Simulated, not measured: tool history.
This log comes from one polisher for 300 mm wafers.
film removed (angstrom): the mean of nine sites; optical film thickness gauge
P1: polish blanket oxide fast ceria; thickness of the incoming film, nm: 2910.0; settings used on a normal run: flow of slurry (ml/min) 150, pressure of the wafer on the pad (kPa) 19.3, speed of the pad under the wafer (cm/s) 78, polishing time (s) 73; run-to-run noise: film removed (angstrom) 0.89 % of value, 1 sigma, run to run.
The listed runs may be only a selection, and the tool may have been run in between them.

run,hour,flow of slurry (ml/min),pressure of the wafer on the pad (kPa),speed of the pad under the wafer (cm/s),polishing time (s),wafers polished on this pad,hours since the slurry nozzle was cleaned,hours since the head pressure was calibrated,film removed (angstrom)
1,10.1,150,19.3,78,73,192,192.8,372,8089.7
2,19.8,150,26.2,78,38,257,202.5,381.7,5762.2
3,30.6,150,29,78,73,330,213.3,392.5,12257
4,44.2,150,19.3,78,73,422,226.9,406.1,8066
5,55.9,150,19.3,78,73,501,238.6,417.8,8094.9
6,69.2,150,19.3,36,73,591,251.9,431.1,3782.4
7,78.6,190,19.3,78,94,654,261.3,440.5,10920
8,88.1,150,13.8,78,38,718,270.8,450,3012.9
9,98.6,150,19.3,78,73,789,281.3,460.5,7976.3
10,110.3,150,19.3,78,34,868,293,472.2,3814.4
11,119.3,150,19.3,78,73,929,302,481.2,8194.7
12,130.4,215,19.3,78,73,1004,313.1,492.3,8410

Run 13, settings as shown, results not yet in. Your forecast:
13,137.8,90,19.3,78,73,1054,320.5,499.7,?

{"run 13": {"film removed (angstrom)": 7312.9}}
